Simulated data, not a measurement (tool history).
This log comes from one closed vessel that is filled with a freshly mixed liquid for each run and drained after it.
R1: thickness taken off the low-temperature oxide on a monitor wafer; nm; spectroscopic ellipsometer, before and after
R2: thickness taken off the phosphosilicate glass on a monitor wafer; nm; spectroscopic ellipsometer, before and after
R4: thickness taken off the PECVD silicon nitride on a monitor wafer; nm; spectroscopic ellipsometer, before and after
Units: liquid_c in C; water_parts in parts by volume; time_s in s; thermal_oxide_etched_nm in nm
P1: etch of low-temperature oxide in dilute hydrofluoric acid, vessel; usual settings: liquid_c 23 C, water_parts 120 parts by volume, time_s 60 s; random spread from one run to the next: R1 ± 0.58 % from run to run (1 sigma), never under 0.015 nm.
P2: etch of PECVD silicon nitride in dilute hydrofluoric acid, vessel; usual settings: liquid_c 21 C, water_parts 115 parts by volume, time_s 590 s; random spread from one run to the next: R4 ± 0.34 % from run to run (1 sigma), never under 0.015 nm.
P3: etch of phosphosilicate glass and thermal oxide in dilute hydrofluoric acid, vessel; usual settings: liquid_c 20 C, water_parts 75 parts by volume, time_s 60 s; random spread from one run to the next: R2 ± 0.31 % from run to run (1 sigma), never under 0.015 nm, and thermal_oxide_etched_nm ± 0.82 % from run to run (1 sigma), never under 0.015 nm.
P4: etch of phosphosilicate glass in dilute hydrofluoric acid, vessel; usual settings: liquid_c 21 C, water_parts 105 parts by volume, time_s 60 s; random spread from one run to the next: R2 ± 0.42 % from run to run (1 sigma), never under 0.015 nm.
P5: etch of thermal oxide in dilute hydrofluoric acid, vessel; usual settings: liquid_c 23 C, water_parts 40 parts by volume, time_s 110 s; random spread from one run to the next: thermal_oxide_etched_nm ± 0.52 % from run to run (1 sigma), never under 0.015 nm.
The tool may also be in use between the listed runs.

{"run": 1, "day": 0.371, "process": "P1", "liquid_c": 23, "water_parts": 120, "time_s": 60, "R1": 11.772}
{"run": 2, "day": 1.108, "process": "P4", "liquid_c": 21, "water_parts": 185, "time_s": 60, "R2": 43.789}
{"run": 3, "day": 1.617, "process": "P1", "liquid_c": 23, "water_parts": 120, "time_s": 60, "R1": 11.868}
{"run": 4, "day": 2.271, "process": "P1", "liquid_c": 18.5, "water_parts": 205, "time_s": 60, "R1": 5.3162}
{"run": 5, "day": 2.729, "process": "P5", "liquid_c": 23, "water_parts": 20, "time_s": 110, "thermal_oxide_etched_nm": 27.801}
{"run": 6, "day": 3.296, "process": "P1", "liquid_c": 23, "water_parts": 120, "time_s": 30, "R1": 5.9442}
{"run": 7, "day": 4.042, "process": "P2", "liquid_c": 21, "water_parts": 115, "time_s": 590, "R4": 7.2913}
{"run": 8, "day": 4.488, "process": "P3", "liquid_c": 20, "water_parts": 140, "time_s": 60, "R2": 34.204, "thermal_oxide_etched_nm": 1.6258}
{"run": 9, "day": 4.992, "process": "P2", "liquid_c": 17, "water_parts": 115, "time_s": 590, "R4": 5.4943}
{"run": 10, "day": 5.467, "process": "P4", "liquid_c": 29.5, "water_parts": 105, "time_s": 60, "R2": 115.86}
{"run": 11, "day": 6.012, "process": "P5", "liquid_c": 31, "water_parts": 40, "time_s": 110, "thermal_oxide_etched_nm": 18.787}
{"run": 12, "day": 6.362, "process": "P1", "liquid_c": 23, "water_parts": 120, "time_s": 60, "R1": 11.791}
{"run": 13, "day": 6.996, "process": "P1", "liquid_c": 23, "water_parts": 60, "time_s": 60, "R1": 25.297}
{"run": 14, "day": 7.362, "process": "P1", "liquid_c": 23, "water_parts": 120, "time_s": 60, "R1": 11.829}
{"run": 15, "day": 7.967, "process": "P5", "liquid_c": 23, "water_parts": 40, "time_s": 110, "thermal_oxide_etched_nm": 13.433}
{"run": 16, "day": 8.479, "process": "P1", "liquid_c": 23, "water_parts": 120, "time_s": 60, "R1": 11.695}
{"run": 17, "day": 9.012, "process": "P3", "liquid_c": 27.5, "water_parts": 75, "time_s": 60, "R2": 92.233, "thermal_oxide_etched_nm": 4.3776}
{"run": 18, "day": 9.533, "process": "P1", "liquid_c": 23, "water_parts": 120, "time_s": 60, "R1": 11.82}
{"run": 19, "day": 9.912, "process": "P1", "liquid_c": 17, "water_parts": 120, "time_s": 60, "R1": 9.3029}
{"run": 20, "day": 10.667, "process": "P2", "liquid_c": 21, "water_parts": 115, "time_s": 590, "R4": 7.271}
{"run": 21, "day": 11.325, "process": "P1", "liquid_c": 23, "water_parts": 120, "time_s": 110, "R1": 21.45}
{"run": 22, "day": 11.679, "process": "P4", "liquid_c": 21, "water_parts": 105, "time_s": 30, "R2": 41.926}
{"run": 23, "day": 12.012, "process": "P3", "liquid_c": 20, "water_parts": 75, "time_s": 60, "R2": 68.554, "thermal_oxide_etched_nm": 3.2239}
{"run": 24, "day": 12.754, "process": "P2", "liquid_c": 21, "water_parts": 45, "time_s": 590, "R4": 18.055}
{"run": 25, "day": 13.254, "process": "P5", "liquid_c": 23, "water_parts": 40, "time_s": 210, "thermal_oxide_etched_nm": 25.942}
{"run": 26, "day": 13.762, "process": "P1", "liquid_c": 30.5, "water_parts": 120, "time_s": 60, "R1": 15.703}
{"run": 27, "day": 14.375, "process": "P4", "liquid_c": 21, "water_parts": 105, "time_s": 60, "R2": 83.47}
{"run": 28, "day": 15.058, "process": "P3", "liquid_c": 20, "water_parts": 75, "time_s": 30, "R2": 34.258, "thermal_oxide_etched_nm": 1.5733}
{"run": 29, "day": 15.546, "process": "P1", "liquid_c": 23, "water_parts": 210, "time_s": 60, "R1": 6.0917}
{"run": 30, "day": 16.246, "process": "P4", "liquid_c": 21, "water_parts": 105, "time_s": 60, "R2": 84.177}
{"run": 31, "day": 16.967, "process": "P5", "liquid_c": 23, "water_parts": 40, "time_s": 110, "thermal_oxide_etched_nm": 13.541}
{"run": 32, "day": 17.667, "process": "P2", "liquid_c": 21, "water_parts": 115, "time_s": 105, "R4": 1.2981}
{"run": 33, "day": 18.392, "process": "P1", "liquid_c": 23, "water_parts": 120, "time_s": 60, "R1": 11.842}
{"run": 34, "day": 18.962, "process": "P1", "liquid_c": 23, "water_parts": 120, "time_s": 60, "R1": 11.17}
{"run": 35, "day": 19.504, "process": "P1", "liquid_c": 23, "water_parts": 120, "time_s": 60, "R1": 11.082}
{"run": 36, "day": 19.946, "process": "P1", "liquid_c": 23, "water_parts": 120, "time_s": 60, "R1": 10.833}
{"run": 37, "day": 20.533, "process": "P1", "liquid_c": 23, "water_parts": 120, "time_s": 60, "R1": 10.847}

Run 38 has not been measured yet. What should we expect?
{"run": 38, "day": 21.242, "process": "P1", "liquid_c": 23, "water_parts": 120, "time_s": 60, "R1": "?"}

{"run 38": {"R1": 10.805}}
